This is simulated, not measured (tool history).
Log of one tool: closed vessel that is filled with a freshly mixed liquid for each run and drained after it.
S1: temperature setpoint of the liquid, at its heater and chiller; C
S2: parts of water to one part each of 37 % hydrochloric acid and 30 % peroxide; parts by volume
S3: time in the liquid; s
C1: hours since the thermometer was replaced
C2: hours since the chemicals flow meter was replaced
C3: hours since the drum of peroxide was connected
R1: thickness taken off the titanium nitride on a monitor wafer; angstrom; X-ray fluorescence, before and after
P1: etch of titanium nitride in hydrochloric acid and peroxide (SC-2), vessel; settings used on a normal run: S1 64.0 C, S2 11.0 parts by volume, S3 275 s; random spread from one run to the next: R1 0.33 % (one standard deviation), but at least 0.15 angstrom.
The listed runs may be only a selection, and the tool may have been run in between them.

| run | day | S1 | S2 | S3 | C1 | C2 | C3 | R1 |
|---|---|---|---|---|---|---|---|---|
| 1 | 0.417 | 64.0 | 11.0 | 275 | 199.6 | 590.8 | 592.3 | 254.930 |
| 2 | 0.662 | 52.5 | 14.5 | 275 | 205.5 | 596.7 | 598.2 | 96.345 |
| 3 | 0.900 | 53.5 | 17.0 | 275 | 211.2 | 602.4 | 603.9 | 88.766 |
| 4 | 1.217 | 64.0 | 11.0 | 275 | 218.8 | 610.0 | 611.5 | 253.530 |
| 5 | 1.538 | 64.0 | 11.0 | 30 | 226.5 | 617.7 | 619.2 | 27.616 |
| 6 | 1.833 | 54.0 | 11.0 | 275 | 233.6 | 624.8 | 626.3 | 134.030 |
| 7 | 2.229 | 64.0 | 11.0 | 275 | 243.1 | 634.3 | 635.8 | 252.240 |
| 8 | 2.658 | 64.0 | 4.0 | 275 | 253.4 | 644.6 | 646.1 | 549.540 |
| 9 | 2.938 | 72.0 | 11.0 | 275 | 260.1 | 651.3 | 652.8 | 409.100 |
| 10 | 3.175 | 64.0 | 11.0 | 275 | 265.8 | 657.0 | 658.5 | 252.690 |
| 11 | 3.604 | 56.0 | 15.5 | 275 | 276.1 | 667.3 | 668.8 | 113.940 |
| 12 | 3.808 | 64.0 | 19.0 | 275 | 281.0 | 672.2 | 673.7 | 157.660 |
| 13 | 4.212 | 64.0 | 11.0 | 550 | 290.7 | 681.9 | 683.4 | 505.400 |
| 14 | 4.533 | 64.0 | 11.0 | 275 | 298.4 | 689.6 | 691.1 | 253.000 |
| 15 | 4.817 | 64.0 | 11.0 | 275 | 305.2 | 696.4 | 697.9 | 252.700 |
| 16 | 5.012 | 64.0 | 11.0 | 275 | 309.9 | 701.1 | 702.6 | 247.510 |
| 17 | 5.308 | 64.0 | 11.0 | 275 | 317.0 | 708.2 | 709.7 | 241.790 |
| 18 | 5.733 | 64.0 | 11.0 | 275 | 327.2 | 718.4 | 719.9 | 235.280 |
| 19 | 5.950 | 64.0 | 11.0 | 275 | 332.4 | 723.6 | 725.1 | 234.000 |
| 20 | 6.242 | 64.0 | 11.0 | 275 | 339.4 | 730.6 | 732.1 | 234.020 |
| 21 | 6.675 | 64.0 | 11.0 | 275 | 349.8 | 741.0 | 742.5 | 230.970 |
|  | 6.817 | new drum of peroxide connected |
| 22 | 7.096 | 64.0 | 11.0 | 275 | 359.9 | 751.1 | 6.7 | 231.530 |
| 23 | 7.492 | 64.0 | 11.0 | 275 | 369.4 | 760.6 | 16.2 | 231.400 |

Something has made what P1 gives creep away from where it was; the 2 causes below, each at its own stated size, fit the log equally well:
A: chemicals flow below the setpoint (%) = 10.6
B: liquid colder than its thermometer reads (K) = 1.57
At approximately day 4.817, the process output began to creep.
All other causes, with the reason each is excluded:
peroxide weaker than its label (%): serviced at day 6.817, after the drift had started, without restoring the earlier output

4 check runs are offered, each on 2 wafers whose results are averaged, their results left as question marks. Which one tells the causes apart?
| check 1 | 7.888 | 64.0 | 4.0 | 275 |  |  |  | ? |
| check 2 | 7.888 | 64.0 | 18.0 | 30 |  |  |  | ? |
| check 3 | 7.888 | 64.0 | 19.0 | 510 |  |  |  | ? |
| check 4 | 7.888 | 64.0 | 17.5 | 420 |  |  |  | ? |

What each check would give under each cause:
| check | result | if A | if B |
|---|---|---|---|
| check 1 | R1 | 509.100 | 498.730 |
| check 2 | R1 | 16.244 | 16.322 |
| check 3 | R1 | 262.870 | 264.260 |
| check 4 | R1 | 233.310 | 234.370 |
Per check, the gap between the least separated pair of causes, taken in the result that splits them most: check 1 2.06 %; check 2 0.48 %; check 3 0.53 %; check 4 0.45 %
Only check 1 tells the causes apart: in the others they would give nearly the same result.

Here is what check 1 returned: R1 509.760 angstrom. Which cause is it?

It is A: chemicals flow below the setpoint (%).
